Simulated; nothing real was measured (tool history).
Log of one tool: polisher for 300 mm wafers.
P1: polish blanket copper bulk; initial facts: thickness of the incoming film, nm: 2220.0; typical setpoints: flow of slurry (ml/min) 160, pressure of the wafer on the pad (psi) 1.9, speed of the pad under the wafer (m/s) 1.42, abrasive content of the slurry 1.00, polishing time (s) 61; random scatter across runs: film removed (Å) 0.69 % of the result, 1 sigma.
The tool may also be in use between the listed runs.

run   hour  flow of slurry (ml/min)  pressure of the wafer on the pad (psi)  speed of the pad under the wafer (m/s)  abrasive content of the slurry  polishing time (s)  wafers polished on this pad  hours since the slurry nozzle was cleaned  hours since the head pressure was calibrated  hours since the slurry blender was calibrated  film removed (Å)
  1   15.8                      160                                     1.9                                    1.42                            1.00                  61                         1191                                      153.3                                         273.3                                           52.4            4306.8
  2   30.7                       95                                     1.9                                    1.42                            1.00                  61                         1339                                      168.2                                         288.2                                           67.3            3853.1
  3   47.5                      160                                     1.9                                    1.42                            0.70                  61                         1506                                      185.0                                         305.0                                           84.1            3956.6
  4   57.2                      160                                     1.9                                    1.42                            1.00                  87                         1602                                      194.7                                         314.7                                           93.8            6082.0
  5   75.8                      160                                     1.9                                    1.42                            1.00                  61                         1787                                      213.3                                         333.3                                          112.4            4327.7
  6   89.1                      160                                     1.9                                    2.24                            1.00                  61                         1920                                      226.6                                         346.6                                          125.7            6707.0
  7  103.6                      160                                     1.9                                    0.66                            1.00                  61                         2064                                      241.1                                         361.1                                          140.2            1988.6
  8  118.5                      160                                     1.9                                    1.42                            1.00                  33                         2212                                      256.0                                         376.0                                          155.1            2297.8
  9  136.1                      160                                     1.2                                    1.42                            1.00                  61                         2387                                      273.6                                         393.6                                          172.7            2732.2
 10  153.1                      160                                     1.9                                    1.42                            1.35                  61                         2556                                      290.6                                         410.6                                          189.7            4581.9
 11  161.9                      160                                     2.5                                    1.42                            1.20                  61                         2643                                      299.4                                         419.4                                          198.5            5837.1
 12  170.2                      160                                     3.0                                    1.42                            1.00                  61                         2726                                      307.7                                         427.7                                          206.8            6688.0
 13  180.3                      160                                     1.9                                    1.42                            1.00                  61                         2826                                      317.8                                         437.8                                          216.9            4262.8
 14  198.5                      160                                     1.9                                    1.42                            1.00                  61                         3007                                      336.0                                         456.0                                          235.1            4278.6
 15  211.5                      210                                     1.9                                    1.42                            1.00                  61                         3136                                      349.0                                         469.0                                          248.1            4475.8
 16  225.2                      160                                     1.9                                    1.42                            1.00                  61                         3272                                      362.7                                         482.7                                          261.8            4313.3
 17  234.1                      160                                     1.9                                    1.42                            1.00                  61                         3361                                      371.6                                         491.6                                          270.7            4198.5
 18  246.9                      160                                     1.9                                    1.42                            1.00                  61                         3488                                      384.4                                         504.4                                          283.5            4134.0
 19  257.9                      160                                     1.9                                    1.42                            1.00                  61                         3597                                      395.4                                         515.4                                          294.5            4107.5
 20  272.9                      160                                     1.9                                    1.42                            1.00                  61                         3746                                      410.4                                         530.4                                          309.5            4040.0
 21  281.9                      160                                     1.9                                    1.42                            1.00                  61                         3836                                      419.4                                         539.4                                          318.5            4036.3
 22  296.0                      160                                     1.9                                    1.42                            1.00                  61                         3976                                      433.5                                         553.5                                          332.6            3951.3
     304.1  -- worn pad replaced by a new one
     311.7  -- slurry blender recalibrated
 23  312.5                      160                                     1.9                                    1.42                            1.00                  61                           83                                      450.0                                         570.0                                            0.9            3971.7
 24  321.5                      160                                     1.9                                    1.42                            1.00                  61                          173                                      459.0                                         579.0                                            9.9            3975.4
 25  338.9                      160                                     1.9                                    1.42                            1.00                  61                          346                                      476.4                                         596.4                                           27.3            4014.2
 26  356.6                      160                                     1.9                                    1.42                            1.00                  61                          522                                      494.1                                         614.1                                           45.0            3974.5
 27  371.5                      160                                     1.9                                    1.42                            1.00                  61                          670                                      509.0                                         629.0                                           59.9            4008.8

P1 no longer gives what it gave before; its output has crept away from where it was. The following 2 causes, each at its listed size, fit the log equally well:
A: head's pressure below its setpoint, % = 7.07
B: slurry flow missing at the pad, % = 31.4
The gradual shift began around hour 225.2.
All other causes, with the reason each is excluded:
removal rate lost through wear of the pad, %: serviced at hour 304.1, after the drift had started, without restoring the earlier output
abrasive missing from the slurry, %: serviced at hour 311.7, after the drift had started, without restoring the earlier output

Consider the 4 check runs below, whose results appear as question marks and each of which averages 3 wafers. Which one distinguishes the causes, in that each cause would give it a clearly different result?
check 1  386.4                      160                                     1.9                                    2.00                            1.00                  61                                                                                                                                                                                      ?
check 2  386.4                      105                                     1.9                                    2.06                            1.00                  61                                                                                                                                                                                      ?
check 3  386.4                      160                                     1.9                                    1.42                            0.70                  33                                                                                                                                                                                      ?
check 4  386.4                      160                                     2.7                                    1.42                            1.00                  61                                                                                                                                                                                      ?

What every check run would give for each of its results, assuming each possible cause in turn:
  check            result    if A    if B
check 1  film removed (Å)  5604.7  5605.7
check 2  film removed (Å)  5310.3  5137.5
check 3  film removed (Å)  1997.6  1998.0
check 4  film removed (Å)  5654.9  5655.8
Smallest distance between any two causes, each pair judged by its most separating result, in per cent: check 1 0.02 %; check 2 3.31 %; check 3 0.02 %; check 4 0.02 %
Check 2 distinguishes between the causes, while the remaining checks would return nearly the same result for all of them.

Then check 2 was run and gave: film removed (Å) 5281.7. Which cause is it?

It was cause A: head's pressure below its setpoint, %.

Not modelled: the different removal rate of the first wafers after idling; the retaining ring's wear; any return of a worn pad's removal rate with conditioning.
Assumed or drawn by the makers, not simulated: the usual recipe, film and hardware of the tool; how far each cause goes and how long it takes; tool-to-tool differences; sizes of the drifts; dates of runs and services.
